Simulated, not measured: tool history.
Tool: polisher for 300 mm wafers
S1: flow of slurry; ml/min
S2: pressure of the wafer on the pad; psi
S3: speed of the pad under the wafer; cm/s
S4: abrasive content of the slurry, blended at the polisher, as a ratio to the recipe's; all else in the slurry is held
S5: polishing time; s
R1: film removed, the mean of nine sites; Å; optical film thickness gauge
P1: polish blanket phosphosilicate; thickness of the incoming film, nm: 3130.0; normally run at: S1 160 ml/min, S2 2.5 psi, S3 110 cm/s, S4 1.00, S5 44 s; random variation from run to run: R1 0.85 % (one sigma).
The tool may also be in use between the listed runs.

run   hour   S1   S2   S3    S4  S5      R1
  1    6.5  160  2.5  110  1.00  44  3155.6
  2   12.0  160  2.5   72  1.00  44  2266.7
  3   17.7  225  3.1  110  1.00  44  4103.7
  4   24.9   95  2.5  110  1.00  44  2839.1
  5   35.9  245  2.5  110  1.00  21  1622.0
  6   46.8  160  3.9  110  1.00  44  4976.8
  7   56.4  160  2.5  110  1.00  67  4908.9
  8   63.4  160  1.2  110  1.00  44  1532.9
  9   69.2  215  2.5  110  1.00  44  3335.7
 10   74.4  160  2.5  110  1.00  44  3200.1
 11   83.2  160  2.5  110  1.00  44  3172.3
 12   91.7  160  2.5  110  1.00  21  1519.9
 13  100.8  160  2.5  110  1.00  44  3158.1
     105.2  -- slurry blender recalibrated
 14  108.6  160  2.5  110  1.00  44  3197.2
 15  118.8  160  2.5  110  1.00  44  3208.4
 16  123.6  160  2.5  110  0.55  44  2278.2
 17  133.7  225  1.4  110  1.00  44  1858.7
 18  138.9  160  2.5  110  1.45  44  3709.6
 19  144.2  160  2.5  138  1.00  44  3779.3
 20  153.4  160  2.5  110  1.00  44  3206.0
 21  161.7  160  2.5  110  1.00  44  3100.1
 22  169.9  160  2.5  110  1.00  44  3003.1

Forecast run 23:
     177.0  -- worn pad replaced by a new one
     177.2  -- head pressure recalibrated
 23  180.5  160  2.5  110  1.00  44   ?

{"run 23": {"R1": 2932.6}}
